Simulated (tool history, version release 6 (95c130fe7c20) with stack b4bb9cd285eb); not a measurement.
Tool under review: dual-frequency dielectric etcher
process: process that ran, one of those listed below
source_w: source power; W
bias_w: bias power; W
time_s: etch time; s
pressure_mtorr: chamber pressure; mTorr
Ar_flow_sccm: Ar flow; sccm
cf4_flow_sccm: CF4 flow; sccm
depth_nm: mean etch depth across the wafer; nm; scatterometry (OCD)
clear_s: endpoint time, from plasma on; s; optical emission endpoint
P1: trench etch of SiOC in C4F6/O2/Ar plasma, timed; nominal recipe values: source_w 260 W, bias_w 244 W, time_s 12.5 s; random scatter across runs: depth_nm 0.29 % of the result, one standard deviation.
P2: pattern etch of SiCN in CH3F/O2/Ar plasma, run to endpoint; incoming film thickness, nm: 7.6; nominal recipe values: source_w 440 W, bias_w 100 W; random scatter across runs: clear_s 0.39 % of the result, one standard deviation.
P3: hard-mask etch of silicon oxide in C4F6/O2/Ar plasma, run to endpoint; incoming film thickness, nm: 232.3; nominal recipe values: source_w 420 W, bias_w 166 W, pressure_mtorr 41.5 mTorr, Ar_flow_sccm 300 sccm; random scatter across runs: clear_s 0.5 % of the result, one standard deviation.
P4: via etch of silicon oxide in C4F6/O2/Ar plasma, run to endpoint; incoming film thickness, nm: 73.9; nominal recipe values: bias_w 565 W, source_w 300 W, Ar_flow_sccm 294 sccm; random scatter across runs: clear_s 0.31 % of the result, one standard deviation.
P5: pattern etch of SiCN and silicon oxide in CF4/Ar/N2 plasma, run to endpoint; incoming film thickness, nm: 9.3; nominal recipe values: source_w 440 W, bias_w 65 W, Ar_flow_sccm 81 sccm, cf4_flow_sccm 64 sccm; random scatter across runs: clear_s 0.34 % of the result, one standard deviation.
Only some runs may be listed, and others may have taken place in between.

| run | hour | process | source_w | bias_w | time_s | pressure_mtorr | Ar_flow_sccm | cf4_flow_sccm | hours since the last wet clean | hours since the last source power generator calibration | hours since the last bias power generator calibration | depth_nm | clear_s |
|---|---|---|---|---|---|---|---|---|---|---|---|---|---|
| 1 | 4.1 | P1 | 260 | 244 | 12.5 |  |  |  | 190.3 | 1391.6 | 2763.9 | 24.305 |  |
| 2 | 7.9 | P1 | 260 | 244 | 12.5 |  |  |  | 194.1 | 1395.4 | 2767.7 | 24.389 |  |
| 3 | 11.0 | P1 | 160 | 244 | 12.5 |  |  |  | 197.2 | 1398.5 | 2770.8 | 20.257 |  |
| 4 | 15.1 | P3 | 420 | 166 |  | 41.5 | 216 |  | 201.3 | 1402.6 | 2774.9 |  | 73.921 |
| 5 | 19.6 | P5 | 440 | 48 |  |  | 81 | 64 | 205.8 | 1407.1 | 2779.4 |  | 12.389 |
| 6 | 23.3 | P1 | 260 | 244 | 12.5 |  |  |  | 209.5 | 1410.8 | 2783.1 | 24.427 |  |
| 7 | 25.8 | P3 | 420 | 166 |  | 56.0 | 300 |  | 212.0 | 1413.3 | 2785.6 |  | 79.893 |
| 8 | 29.9 | P4 | 300 | 565 |  |  | 171 |  | 216.1 | 1417.4 | 2789.7 |  | 16.154 |
| 9 | 35.3 | P1 | 260 | 244 | 12.5 |  |  |  | 221.5 | 1422.8 | 2795.1 | 24.426 |  |
| 10 | 37.7 | P1 | 260 | 149 | 12.5 |  |  |  | 223.9 | 1425.2 | 2797.5 | 20.728 |  |
| 11 | 42.8 | P5 | 440 | 65 |  |  | 81 | 64 | 229.0 | 1430.3 | 2802.6 |  | 11.346 |
| 12 | 45.7 | P3 | 420 | 212 |  | 41.5 | 300 |  | 231.9 | 1433.2 | 2805.5 |  | 71.016 |
| 13 | 50.0 | P1 | 260 | 244 | 12.5 |  |  |  | 236.2 | 1437.5 | 2809.8 | 24.298 |  |
| 14 | 54.2 | P1 | 260 | 244 | 16.0 |  |  |  | 240.4 | 1441.7 | 2814.0 | 31.152 |  |
| 15 | 57.6 | P3 | 420 | 166 |  | 41.5 | 300 |  | 243.8 | 1445.1 | 2817.4 |  | 76.732 |
| 16 | 62.0 | P5 | 440 | 65 |  |  | 81 | 77 | 248.2 | 1449.5 | 2821.8 |  | 11.025 |
| 17 | 65.4 | P4 | 300 | 694 |  |  | 294 |  | 251.6 | 1452.9 | 2825.2 |  | 15.816 |
| 18 | 70.7 | P3 | 420 | 166 |  | 41.5 | 300 |  | 256.9 | 1458.2 | 2830.5 |  | 76.763 |
| 19 | 74.1 | P1 | 190 | 244 | 8.5 |  |  |  | 260.3 | 1461.6 | 2833.9 | 14.718 |  |
| 20 | 76.9 | P5 | 440 | 65 |  |  | 81 | 64 | 263.1 | 1464.4 | 2836.7 |  | 11.350 |
| 21 | 80.4 | P1 | 260 | 335 | 12.5 |  |  |  | 266.6 | 1467.9 | 2840.2 | 27.417 |  |
| 22 | 84.4 | P5 | 440 | 65 |  |  | 106 | 64 | 270.6 | 1471.9 | 2844.2 |  | 11.844 |
| 23 | 89.1 | P1 | 260 | 244 | 7.0 |  |  |  | 275.3 | 1476.6 | 2848.9 | 13.609 |  |
| 24 | 91.9 | P1 | 310 | 244 | 16.0 |  |  |  | 278.1 | 1479.4 | 2851.7 | 33.380 |  |
| 25 | 97.3 | P3 | 540 | 166 |  | 41.5 | 300 |  | 283.5 | 1484.8 | 2857.1 |  | 68.908 |
| 26 | 102.3 | P2 | 620 | 100 |  |  |  |  | 288.5 | 1489.8 | 2862.1 |  | 15.457 |
| 27 | 105.1 | P4 | 420 | 565 |  |  | 294 |  | 291.3 | 1492.6 | 2864.9 |  | 15.140 |
| 28 | 108.5 | P5 | 580 | 65 |  |  | 81 | 64 | 294.7 | 1496.0 | 2868.3 |  | 8.894 |
| 29 | 113.3 | P1 | 320 | 244 | 12.5 |  |  |  | 299.5 | 1500.8 | 2873.1 | 26.329 |  |
| 30 | 118.6 | P2 | 440 | 76 |  |  |  |  | 304.8 | 1506.1 | 2878.4 |  | 19.431 |
| 31 | 122.8 | P4 | 300 | 565 |  |  | 294 |  | 309.0 | 1510.3 | 2882.6 |  | 17.152 |
|  | 126.1 | source power generator calibrated |
| 32 | 127.4 | P1 | 260 | 244 | 12.5 |  |  |  | 313.6 | 1.4 | 2887.2 | 24.353 |  |
| 33 | 129.8 | P4 | 300 | 565 |  |  | 294 |  | 316.0 | 3.8 | 2889.6 |  | 17.077 |
| 34 | 135.1 | P2 | 440 | 100 |  |  |  |  | 321.3 | 9.1 | 2894.9 |  | 17.585 |
| 35 | 140.3 | P1 | 310 | 244 | 15.5 |  |  |  | 326.5 | 14.3 | 2900.1 | 32.212 |  |
| 36 | 143.3 | P2 | 440 | 100 |  |  |  |  | 329.5 | 17.3 | 2903.1 |  | 17.550 |
| 37 | 148.0 | P1 | 260 | 244 | 12.5 |  |  |  | 334.2 | 22.0 | 2907.8 | 24.549 |  |
| 38 | 152.9 | P1 | 260 | 244 | 12.5 |  |  |  | 339.1 | 26.9 | 2912.7 | 24.570 |  |

Run 39 has not been measured yet. What should we expect?
| 39 | 156.7 | P1 | 260 | 244 | 12.5 |  |  |  | 342.9 | 30.7 | 2916.5 | ? |  |

depth_nm: 24.565 nm
